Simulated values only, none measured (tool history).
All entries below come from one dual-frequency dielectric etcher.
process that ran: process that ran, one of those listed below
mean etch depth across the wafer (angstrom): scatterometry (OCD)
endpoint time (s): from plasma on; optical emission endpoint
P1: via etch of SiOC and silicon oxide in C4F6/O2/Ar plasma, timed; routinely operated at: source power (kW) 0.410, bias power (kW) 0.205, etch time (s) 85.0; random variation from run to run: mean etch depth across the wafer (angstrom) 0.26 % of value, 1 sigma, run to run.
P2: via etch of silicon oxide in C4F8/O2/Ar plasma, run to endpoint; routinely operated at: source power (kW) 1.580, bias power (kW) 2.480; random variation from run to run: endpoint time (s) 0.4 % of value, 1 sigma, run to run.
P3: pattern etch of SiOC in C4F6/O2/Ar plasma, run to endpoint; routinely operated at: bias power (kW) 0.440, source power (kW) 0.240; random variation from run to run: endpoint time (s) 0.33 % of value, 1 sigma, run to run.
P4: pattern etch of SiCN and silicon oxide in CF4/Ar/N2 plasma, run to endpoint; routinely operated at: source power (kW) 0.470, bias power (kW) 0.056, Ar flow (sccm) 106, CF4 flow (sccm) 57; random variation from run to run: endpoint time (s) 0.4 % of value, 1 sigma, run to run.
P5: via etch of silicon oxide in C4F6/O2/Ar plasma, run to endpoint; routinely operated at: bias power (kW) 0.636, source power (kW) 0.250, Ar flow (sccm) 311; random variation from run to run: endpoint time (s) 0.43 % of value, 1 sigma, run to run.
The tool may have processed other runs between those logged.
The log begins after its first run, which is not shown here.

run,hour,process that ran,source power (kW),bias power (kW),etch time (s),Ar flow (sccm),CF4 flow (sccm),mean etch depth across the wafer (angstrom),endpoint time (s)
2,35.4,P3,0.240,0.440,,,,,14.260
3,47.0,P1,0.410,0.205,85.0,,,997.15,
4,58.1,P1,0.410,0.276,52.5,,,681.39,
5,68.0,P5,0.250,0.636,,311,,,26.302
6,80.2,P5,0.250,0.636,,429,,,27.333
7,92.7,P1,0.310,0.205,85.0,,,894.95,
8,104.4,P2,2.250,2.480,,,,,289.630
9,117.7,P3,0.150,0.440,,,,,16.895
10,130.4,P1,0.410,0.205,60.5,,,705.29,
11,146.3,P4,0.560,0.056,,106,57,,17.869
12,156.9,P1,0.410,0.205,85.0,,,998.73,
13,170.9,P4,0.470,0.056,,106,45,,21.919
14,182.7,P4,0.470,0.036,,106,57,,23.973
15,201.1,P2,1.580,1.515,,,,,386.000
16,211.8,P1,0.410,0.205,85.0,,,998.28,
17,226.4,P5,0.160,0.636,,311,,,30.796
18,242.5,P2,1.580,2.480,,,,,332.550
19,251.4,P5,0.250,0.380,,311,,,31.688
20,260.6,P4,0.470,0.056,,63,57,,19.243
21,278.7,P1,0.410,0.273,85.0,,,1094.40,
22,293.5,P1,0.410,0.140,85.0,,,879.85,

What does the tool deliver on the next run?
23,308.7,P4,0.470,0.056,,106,57,,?

Run 23 gave endpoint time (s) 20.953.

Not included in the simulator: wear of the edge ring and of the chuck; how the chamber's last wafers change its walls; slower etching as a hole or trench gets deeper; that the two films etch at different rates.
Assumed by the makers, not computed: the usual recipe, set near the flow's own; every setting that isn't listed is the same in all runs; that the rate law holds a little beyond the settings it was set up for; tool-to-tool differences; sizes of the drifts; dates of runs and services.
